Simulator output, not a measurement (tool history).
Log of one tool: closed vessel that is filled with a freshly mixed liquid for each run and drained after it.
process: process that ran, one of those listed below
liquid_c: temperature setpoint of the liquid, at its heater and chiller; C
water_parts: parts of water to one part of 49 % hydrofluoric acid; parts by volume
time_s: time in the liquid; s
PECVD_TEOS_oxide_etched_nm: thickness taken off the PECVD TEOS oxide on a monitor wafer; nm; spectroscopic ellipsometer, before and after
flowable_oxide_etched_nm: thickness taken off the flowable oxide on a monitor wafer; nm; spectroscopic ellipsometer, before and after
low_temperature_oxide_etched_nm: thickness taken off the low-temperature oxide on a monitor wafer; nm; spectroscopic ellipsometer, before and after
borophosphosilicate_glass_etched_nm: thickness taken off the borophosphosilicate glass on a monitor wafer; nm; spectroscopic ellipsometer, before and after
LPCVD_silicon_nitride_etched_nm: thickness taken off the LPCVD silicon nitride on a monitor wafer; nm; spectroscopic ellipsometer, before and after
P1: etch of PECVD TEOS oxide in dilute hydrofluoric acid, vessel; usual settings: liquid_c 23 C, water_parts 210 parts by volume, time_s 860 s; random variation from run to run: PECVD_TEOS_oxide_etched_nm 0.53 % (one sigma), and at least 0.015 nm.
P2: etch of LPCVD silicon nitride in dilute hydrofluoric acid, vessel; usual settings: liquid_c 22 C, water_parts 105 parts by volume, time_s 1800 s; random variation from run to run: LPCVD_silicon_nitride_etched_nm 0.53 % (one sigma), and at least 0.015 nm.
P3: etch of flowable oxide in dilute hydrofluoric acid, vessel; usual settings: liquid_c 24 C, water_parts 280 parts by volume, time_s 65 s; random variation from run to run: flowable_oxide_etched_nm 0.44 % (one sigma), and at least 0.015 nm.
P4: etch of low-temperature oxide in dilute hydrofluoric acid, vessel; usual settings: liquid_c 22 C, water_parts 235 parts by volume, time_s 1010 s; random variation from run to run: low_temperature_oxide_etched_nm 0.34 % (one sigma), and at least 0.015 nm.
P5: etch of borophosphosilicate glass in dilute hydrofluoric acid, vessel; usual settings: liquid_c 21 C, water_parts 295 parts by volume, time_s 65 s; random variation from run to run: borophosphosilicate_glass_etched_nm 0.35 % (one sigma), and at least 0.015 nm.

run	hour	process	liquid_c	water_parts	time_s	hours since the thermometer was replaced	hours since the hydrofluoric acid flow meter was replaced	PECVD_TEOS_oxide_etched_nm	flowable_oxide_etched_nm	low_temperature_oxide_etched_nm	borophosphosilicate_glass_etched_nm	LPCVD_silicon_nitride_etched_nm
1	8.3	P1	23	210	860	483.7	1201	59.213				
2	21.1	P3	24	280	30	496.5	1213.8		3.4832			
3	30.9	P1	23	210	860	506.3	1223.6	59.973				
4	44.6	P4	26	235	1010	520	1237.3			61.479		
5	53.8	P1	17	210	1250	529.2	1246.5	68.946				
6	62.8	P5	21	295	65	538.2	1255.5				6.965	
7	76.9	P1	26.5	210	60	552.3	1269.6	4.6758				
8	90.2	P4	22	50	1010	565.6	1282.9			308.83		
9	104.1	P3	17	280	65	579.5	1296.8		5.9001			
10	113.6	P4	22	235	30	589	1306.3			1.6195		
11	123.2	P2	30	105	1800	598.6	1315.9					11.266
12	135.8	P1	23	210	860	611.2	1328.5	59.837				
13	149.3	P5	21	295	105	624.7	1342				11.275	
14	157.3	P1	23	210	1670	632.7	1350	116.51				
15	171.4	P2	22	60	1800	646.8	1364.1					11.73
16	182.9	P1	23	210	330	658.3	1375.6	22.895				
17	193.3	P1	23	210	860	668.7	1386	59.053				
18	203.7	P1	23	65	860	679.1	1396.4	226.86				
19	215	P1	23	135	1225	690.4	1407.7	144.09				
20	221.9	P2	22	105	30	697.3	1414.6					0.092748
21	229.5	P1	23	210	860	704.9	1422.2	59.608				
22	241.8	P1	19	210	860	717.2	1434.5	50.973				
23	252.3	P5	17	295	65	727.7	1445				6.022	
24	265.9	P1	29.5	210	860	741.3	1458.6	75.595				
# hour 273: thermometer replaced
25	277.6	P5	21	110	65	4.6	1470.3				22.628	
26	284.9	P4	22	235	1010	11.9	1477.6			53.528		
27	298.1	P1	23	210	860	25.1	1490.8	59.499				
28	308.8	P1	23	380	860	35.8	1501.5	28.089				
29	318.8	P3	24	75	65	45.8	1511.5		35.826			
30	326.1	P2	22	105	1800	53.1	1518.8					6.7365
31	338.7	P3	24	280	65	65.7	1531.4		7.6056			
32	345.4	P1	23	210	860	72.4	1538.1	59.894				
33	357.3	P1	23	210	860	84.3	1550	62.017				
34	368.1	P1	23	210	860	95.1	1560.8	62.193				
35	380.6	P1	23	210	860	107.6	1573.3	63.544				
36	388.7	P1	23	210	860	115.7	1581.4	63.327				
37	395.9	P1	23	210	860	122.9	1588.6	64.191				

Run 38 comes next. What will it give?
38	404.8	P1	23	210	860	131.8	1597.5	?				

PECVD_TEOS_oxide_etched_nm: 63.941 nm
